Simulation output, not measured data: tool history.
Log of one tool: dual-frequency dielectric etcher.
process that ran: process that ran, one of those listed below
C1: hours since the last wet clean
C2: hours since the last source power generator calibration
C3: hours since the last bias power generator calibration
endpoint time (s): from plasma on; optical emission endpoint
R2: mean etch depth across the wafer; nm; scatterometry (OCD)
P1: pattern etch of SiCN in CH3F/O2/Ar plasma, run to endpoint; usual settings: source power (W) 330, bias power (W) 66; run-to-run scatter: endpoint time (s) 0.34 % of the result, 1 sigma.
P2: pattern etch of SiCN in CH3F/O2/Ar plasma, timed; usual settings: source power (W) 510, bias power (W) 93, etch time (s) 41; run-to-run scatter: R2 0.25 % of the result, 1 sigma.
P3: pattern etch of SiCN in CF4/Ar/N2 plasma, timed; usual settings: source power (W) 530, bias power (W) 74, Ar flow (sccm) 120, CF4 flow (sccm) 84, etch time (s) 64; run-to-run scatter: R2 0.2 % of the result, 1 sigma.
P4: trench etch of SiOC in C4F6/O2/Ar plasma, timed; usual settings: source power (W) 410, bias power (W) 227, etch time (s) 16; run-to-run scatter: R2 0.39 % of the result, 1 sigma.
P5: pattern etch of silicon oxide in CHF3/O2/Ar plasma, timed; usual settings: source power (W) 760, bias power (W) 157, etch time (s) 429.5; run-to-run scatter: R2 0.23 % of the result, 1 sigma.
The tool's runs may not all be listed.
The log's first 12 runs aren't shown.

run 13 hour=130.7 | process_that_ran=P5 source_power_(W)=760 bias_power_(W)=157 etch_time_(s)=632.5 | C1=303.5 C2=1998.8 C3=1527 | R2=1298.1
run 14 hour=140.4 | process_that_ran=P1 source_power_(W)=330 bias_power_(W)=66 | C1=313.2 C2=2008.5 C3=1536.7 | endpoint_time_(s)=19.234
run 15 hour=148.4 | process_that_ran=P1 source_power_(W)=330 bias_power_(W)=66 | C1=321.2 C2=2016.5 C3=1544.7 | endpoint_time_(s)=19.281
run 16 hour=154.9 | process_that_ran=P3 source_power_(W)=530 bias_power_(W)=74 etch_time_(s)=64 Ar_flow_(sccm)=75 CF4_flow_(sccm)=84 | C1=327.7 C2=2023 C3=1551.2 | R2=68.619
run 17 hour=169.2 | process_that_ran=P5 source_power_(W)=620 bias_power_(W)=157 etch_time_(s)=429.5 | C1=342 C2=2037.3 C3=1565.5 | R2=816.56
run 18 hour=183.3 | process_that_ran=P3 source_power_(W)=530 bias_power_(W)=74 etch_time_(s)=47 Ar_flow_(sccm)=120 CF4_flow_(sccm)=84 | C1=356.1 C2=2051.4 C3=1579.6 | R2=47.211
run 19 hour=197.3 | process_that_ran=P1 source_power_(W)=330 bias_power_(W)=46 | C1=370.1 C2=2065.4 C3=1593.6 | endpoint_time_(s)=21.621
run 20 hour=207.6 | process_that_ran=P1 source_power_(W)=330 bias_power_(W)=66 | C1=380.4 C2=2075.7 C3=1603.9 | endpoint_time_(s)=19.17
run 21 hour=214.9 | process_that_ran=P4 source_power_(W)=410 bias_power_(W)=227 etch_time_(s)=20.5 | C1=387.7 C2=2083 C3=1611.2 | R2=46.885

Run 22 comes next. What will it give?
run 22 hour=227.7 | process_that_ran=P5 source_power_(W)=760 bias_power_(W)=157 etch_time_(s)=429.5 | C1=400.5 C2=2095.8 C3=1624 | R2=?

Run 22 gave R2 880.19 nm.

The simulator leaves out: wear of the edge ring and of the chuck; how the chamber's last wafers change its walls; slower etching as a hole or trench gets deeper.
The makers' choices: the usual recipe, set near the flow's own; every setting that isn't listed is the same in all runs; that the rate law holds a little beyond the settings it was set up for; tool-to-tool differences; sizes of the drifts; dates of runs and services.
